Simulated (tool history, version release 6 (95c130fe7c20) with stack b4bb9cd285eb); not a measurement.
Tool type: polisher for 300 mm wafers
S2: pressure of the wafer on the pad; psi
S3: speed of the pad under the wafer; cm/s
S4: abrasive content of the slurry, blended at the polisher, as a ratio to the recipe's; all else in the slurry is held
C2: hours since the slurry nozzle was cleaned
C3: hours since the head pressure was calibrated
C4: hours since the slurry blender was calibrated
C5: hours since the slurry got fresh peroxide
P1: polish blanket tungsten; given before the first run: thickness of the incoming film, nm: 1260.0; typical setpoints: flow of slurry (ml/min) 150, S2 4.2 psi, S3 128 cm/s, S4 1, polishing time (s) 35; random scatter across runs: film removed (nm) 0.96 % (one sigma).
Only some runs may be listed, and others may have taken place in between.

{"run": 1, "hour": 16.5, "flow of slurry (ml/min)": 150, "S2": 4.2, "S3": 128, "S4": 1, "polishing time (s)": 35, "wafers polished on this pad": 314, "C2": 72.7, "C3": 314.1, "C4": 126.1, "C5": 66.4, "film removed (nm)": 213.71}
{"run": 2, "hour": 26.4, "flow of slurry (ml/min)": 150, "S2": 2, "S3": 128, "S4": 1, "polishing time (s)": 35, "wafers polished on this pad": 417, "C2": 82.6, "C3": 324, "C4": 136, "C5": 76.3, "film removed (nm)": 100.97}
{"run": 3, "hour": 42.6, "flow of slurry (ml/min)": 150, "S2": 4.2, "S3": 128, "S4": 1, "polishing time (s)": 54, "wafers polished on this pad": 586, "C2": 98.8, "C3": 340.2, "C4": 152.2, "C5": 92.5, "film removed (nm)": 330.02}
{"run": 4, "hour": 54.5, "flow of slurry (ml/min)": 150, "S2": 4.2, "S3": 62, "S4": 1, "polishing time (s)": 35, "wafers polished on this pad": 710, "C2": 110.7, "C3": 352.1, "C4": 164.1, "C5": 104.4, "film removed (nm)": 104.62}
{"hour": 62.2, "done": "slurry tank refilled with fresh slurry and peroxide"}
{"run": 5, "hour": 65.3, "flow of slurry (ml/min)": 150, "S2": 2, "S3": 128, "S4": 0.65, "polishing time (s)": 35, "wafers polished on this pad": 823, "C2": 121.5, "C3": 362.9, "C4": 174.9, "C5": 3.1, "film removed (nm)": 92.016}
{"run": 6, "hour": 81.7, "flow of slurry (ml/min)": 150, "S2": 6.7, "S3": 128, "S4": 1, "polishing time (s)": 35, "wafers polished on this pad": 993, "C2": 137.9, "C3": 379.3, "C4": 191.3, "C5": 19.5, "film removed (nm)": 344.9}
{"run": 7, "hour": 96.3, "flow of slurry (ml/min)": 150, "S2": 4.2, "S3": 128, "S4": 1, "polishing time (s)": 18, "wafers polished on this pad": 1145, "C2": 152.5, "C3": 393.9, "C4": 205.9, "C5": 34.1, "film removed (nm)": 109.83}
{"run": 8, "hour": 110.7, "flow of slurry (ml/min)": 150, "S2": 4.2, "S3": 128, "S4": 1, "polishing time (s)": 35, "wafers polished on this pad": 1295, "C2": 166.9, "C3": 408.3, "C4": 220.3, "C5": 48.5, "film removed (nm)": 213.43}
{"run": 9, "hour": 124.9, "flow of slurry (ml/min)": 150, "S2": 4.2, "S3": 128, "S4": 1.35, "polishing time (s)": 35, "wafers polished on this pad": 1443, "C2": 181.1, "C3": 422.5, "C4": 234.5, "C5": 62.7, "film removed (nm)": 230.44}
{"hour": 137.7, "done": "slurry blender recalibrated"}
{"run": 10, "hour": 142.6, "flow of slurry (ml/min)": 150, "S2": 6.4, "S3": 128, "S4": 1, "polishing time (s)": 24, "wafers polished on this pad": 1628, "C2": 198.8, "C3": 440.2, "C4": 4.9, "C5": 80.4, "film removed (nm)": 223.92}
{"run": 11, "hour": 160.2, "flow of slurry (ml/min)": 150, "S2": 4.2, "S3": 128, "S4": 1, "polishing time (s)": 35, "wafers polished on this pad": 1811, "C2": 216.4, "C3": 457.8, "C4": 22.5, "C5": 98, "film removed (nm)": 213.83}
{"run": 12, "hour": 175.2, "flow of slurry (ml/min)": 150, "S2": 4.2, "S3": 128, "S4": 1, "polishing time (s)": 35, "wafers polished on this pad": 1967, "C2": 231.4, "C3": 472.8, "C4": 37.5, "C5": 113, "film removed (nm)": 213.96}
{"run": 13, "hour": 188.3, "flow of slurry (ml/min)": 90, "S2": 4.2, "S3": 128, "S4": 1, "polishing time (s)": 35, "wafers polished on this pad": 2104, "C2": 244.5, "C3": 485.9, "C4": 50.6, "C5": 126.1, "film removed (nm)": 194.69}
{"run": 14, "hour": 198.4, "flow of slurry (ml/min)": 220, "S2": 4.2, "S3": 128, "S4": 1, "polishing time (s)": 35, "wafers polished on this pad": 2209, "C2": 254.6, "C3": 496, "C4": 60.7, "C5": 136.2, "film removed (nm)": 228.11}
{"run": 15, "hour": 209.2, "flow of slurry (ml/min)": 150, "S2": 4.2, "S3": 128, "S4": 1, "polishing time (s)": 35, "wafers polished on this pad": 2321, "C2": 265.4, "C3": 506.8, "C4": 71.5, "C5": 147, "film removed (nm)": 213.74}
{"hour": 216.9, "done": "worn pad replaced by a new one"}
{"run": 16, "hour": 228.1, "flow of slurry (ml/min)": 150, "S2": 4.2, "S3": 192, "S4": 1.35, "polishing time (s)": 35, "wafers polished on this pad": 116, "C2": 284.3, "C3": 525.7, "C4": 90.4, "C5": 165.9, "film removed (nm)": 338.13}
{"run": 17, "hour": 241.2, "flow of slurry (ml/min)": 150, "S2": 4.2, "S3": 174, "S4": 1, "polishing time (s)": 35, "wafers polished on this pad": 253, "C2": 297.4, "C3": 538.8, "C4": 103.5, "C5": 179, "film removed (nm)": 285.92}
{"run": 18, "hour": 249.4, "flow of slurry (ml/min)": 150, "S2": 4.2, "S3": 128, "S4": 1, "polishing time (s)": 35, "wafers polished on this pad": 338, "C2": 305.6, "C3": 547, "C4": 111.7, "C5": 187.2, "film removed (nm)": 213.09}

Run 19 is up next; what results do you expect?
{"run": 19, "hour": 265.4, "flow of slurry (ml/min)": 150, "S2": 4.2, "S3": 128, "S4": 0.55, "polishing time (s)": 35, "wafers polished on this pad": 505, "C2": 321.6, "C3": 563, "C4": 127.7, "C5": 203.2, "film removed (nm)": "?"}

Run 19 came out at film removed (nm) 191.01.

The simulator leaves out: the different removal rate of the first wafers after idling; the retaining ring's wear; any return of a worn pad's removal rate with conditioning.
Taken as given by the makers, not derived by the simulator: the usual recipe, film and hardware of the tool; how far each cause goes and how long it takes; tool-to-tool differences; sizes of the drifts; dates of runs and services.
